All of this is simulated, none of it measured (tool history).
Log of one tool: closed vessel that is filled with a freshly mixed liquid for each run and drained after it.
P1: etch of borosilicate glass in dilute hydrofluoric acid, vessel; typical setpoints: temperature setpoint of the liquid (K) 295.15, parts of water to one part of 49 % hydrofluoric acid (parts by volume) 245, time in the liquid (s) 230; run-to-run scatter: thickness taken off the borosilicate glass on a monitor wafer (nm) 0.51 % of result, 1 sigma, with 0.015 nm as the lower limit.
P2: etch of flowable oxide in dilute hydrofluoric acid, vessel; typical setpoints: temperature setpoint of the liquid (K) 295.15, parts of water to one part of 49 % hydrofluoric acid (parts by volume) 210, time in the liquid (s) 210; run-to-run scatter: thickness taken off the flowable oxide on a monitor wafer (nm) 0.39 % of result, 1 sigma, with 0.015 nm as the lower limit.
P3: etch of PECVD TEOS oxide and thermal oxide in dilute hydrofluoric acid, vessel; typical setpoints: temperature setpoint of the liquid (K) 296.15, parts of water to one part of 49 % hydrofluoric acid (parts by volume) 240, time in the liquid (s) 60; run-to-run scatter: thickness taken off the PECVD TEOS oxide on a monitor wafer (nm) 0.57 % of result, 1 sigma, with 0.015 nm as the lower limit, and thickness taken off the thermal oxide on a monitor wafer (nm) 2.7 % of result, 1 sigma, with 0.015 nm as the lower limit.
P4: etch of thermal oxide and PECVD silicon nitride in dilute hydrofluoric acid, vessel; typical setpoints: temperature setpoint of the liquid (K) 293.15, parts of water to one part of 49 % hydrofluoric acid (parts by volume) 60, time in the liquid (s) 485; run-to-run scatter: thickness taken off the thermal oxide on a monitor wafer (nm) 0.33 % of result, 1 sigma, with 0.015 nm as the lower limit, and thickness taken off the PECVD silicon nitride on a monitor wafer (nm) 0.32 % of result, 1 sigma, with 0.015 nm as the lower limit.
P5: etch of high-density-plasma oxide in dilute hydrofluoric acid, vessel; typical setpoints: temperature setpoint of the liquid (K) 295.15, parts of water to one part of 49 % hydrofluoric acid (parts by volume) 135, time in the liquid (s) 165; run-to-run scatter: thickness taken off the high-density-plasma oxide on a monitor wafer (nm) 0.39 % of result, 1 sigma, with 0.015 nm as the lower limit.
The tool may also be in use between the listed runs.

run,hour,process that ran,temperature setpoint of the liquid (K),parts of water to one part of 49 % hydrofluoric acid (parts by volume),time in the liquid (s),hours since the thermometer was replaced,hours since the hydrofluoric acid flow meter was replaced,thickness taken off the borosilicate glass on a monitor wafer (nm),thickness taken off the thermal oxide on a monitor wafer (nm),thickness taken off the PECVD silicon nitride on a monitor wafer (nm),thickness taken off the flowable oxide on a monitor wafer (nm),thickness taken off the PECVD TEOS oxide on a monitor wafer (nm),thickness taken off the high-density-plasma oxide on a monitor wafer (nm)
1,10.2,P1,295.15,245,230,553.2,334.6,36.6600,,,,,
2,24.8,P4,293.15,60,485,567.8,349.2,,32.5300,28.091,,,
3,33.9,P1,290.65,245,230,576.9,358.3,30.6720,,,,,
4,47.1,P2,295.15,210,210,590.1,371.5,,,,37.501,,
5,59.8,P1,295.15,245,60,602.8,384.2,9.5376,,,,,
6,73.4,P1,295.15,390,230,616.4,397.8,20.0760,,,,,
7,82.7,P3,296.15,80,60,625.7,407.1,,3.5366,,,19.6530,
8,94.7,P5,295.15,135,30,637.7,419.1,,,,,,0.99002
9,108.1,P1,295.15,340,440,651.1,432.5,46.1760,,,,,
10,116.8,P1,299.65,245,230,659.8,441.2,42.4700,,,,,
11,124.7,P3,296.15,240,110,667.7,449.1,,1.8195,,,9.9588,
12,140.9,P3,296.15,240,60,683.9,465.3,,1.0145,,,5.4433,
13,149.5,P4,301.15,60,485,692.5,473.9,,44.8820,47.950,,,
14,165.1,P1,295.15,245,230,708.1,489.5,36.3670,,,,,
15,180.7,P4,293.15,60,950,723.7,505.1,,63.2460,54.828,,,
16,191.1,P1,295.15,130,70,734.1,515.5,23.4270,,,,,
17,201.2,P4,293.15,20,485,744.2,525.6,,102.7200,80.818,,,
18,214.4,P2,295.15,210,210,757.4,538.8,,,,37.271,,
19,228.4,P2,295.15,55,210,771.4,552.8,,,,168.530,,
20,244.0,P1,300.65,390,230,787.0,568.4,23.6960,,,,,
21,254.7,P3,300.15,240,60,797.7,579.1,,1.2015,,,6.2331,
22,267.7,P1,295.15,245,230,810.7,592.1,36.2850,,,,,
23,282.8,P5,303.15,135,165,825.8,607.2,,,,,,7.28420
24,292.0,P5,295.15,245,165,835.0,616.4,,,,,,2.62780
25,306.1,P1,295.15,245,360,849.1,630.5,56.8970,,,,,
26,317.8,P2,303.15,210,210,860.8,642.2,,,,49.617,,
27,333.5,P2,295.15,210,355,876.5,657.9,,,,62.866,,
28,350.8,P1,295.15,245,230,893.8,675.2,36.4310,,,,,
29,362.4,P5,295.15,135,165,905.4,686.8,,,,,,5.34470
30,375.8,P3,296.15,240,60,918.8,700.2,,1.0031,,,5.4240,
31,389.9,P1,295.15,245,230,932.9,714.3,36.3510,,,,,
32,405.2,P1,295.15,130,230,948.2,729.6,77.8840,,,,,
33,420.0,P1,295.15,245,230,963.0,744.4,36.2620,,,,,
34,437.1,P1,295.15,245,230,980.1,761.5,38.4410,,,,,
35,449.5,P1,295.15,245,230,992.5,773.9,38.7580,,,,,
36,463.9,P1,295.15,245,230,1006.9,788.3,39.2150,,,,,
37,480.9,P1,295.15,245,230,1023.9,805.3,39.7120,,,,,
38,494.4,P1,295.15,245,230,1037.4,818.8,39.3630,,,,,
39,505.3,P1,295.15,245,230,1048.3,829.7,39.8690,,,,,
40,514.7,P1,295.15,245,230,1057.7,839.1,39.9650,,,,,

Compared with where it was, what P1 gives has crept away. Each cause listed below fits the log as well as the rest, at the size given for it:
A: hydrofluoric acid flow above the setpoint (%) = 7.45
B: liquid hotter than its thermometer reads (K) = 2.45
Creep in the process output first set in at about hour 420.0.

Listed below are the offered check runs, one wafer per run, with question marks in place of results. For which of them would the causes give clearly different outcomes?
check 1,524.1,P4,293.15,35,935,,,,?,?,,,
check 2,524.1,P3,296.15,130,60,,,,?,,,?,
check 3,524.1,P2,302.65,210,210,,,,,,?,,
check 4,524.1,P5,295.15,240,50,,,,,,,,?

Expected result of each check under each candidate cause:
check,result,if A,if B
check 1,thickness taken off the thermal oxide on a monitor wafer (nm),119.3000,122.8500
check 1,thickness taken off the PECVD silicon nitride on a monitor wafer (nm),97.582,107.890
check 2,thickness taken off the thermal oxide on a monitor wafer (nm),2.2195,2.2476
check 2,thickness taken off the PECVD TEOS oxide on a monitor wafer (nm),12.2880,12.4430
check 3,thickness taken off the flowable oxide on a monitor wafer (nm),53.425,53.099
check 4,thickness taken off the high-density-plasma oxide on a monitor wafer (nm),0.89559,0.89619
Per check, the gap between the least separated pair of causes, taken in the result that splits them most: check 1 10.04 %; check 2 1.25 %; check 3 0.61 %; check 4 0.07 %
Only in check 1 would the causes give clearly different results; in the remaining checks their results would be nearly the same.

Then check 1 was run and gave: thickness taken off the thermal oxide on a monitor wafer (nm) 119.9600; thickness taken off the PECVD silicon nitride on a monitor wafer (nm) 97.618. Which cause is it?

It was cause A: hydrofluoric acid flow above the setpoint (%).
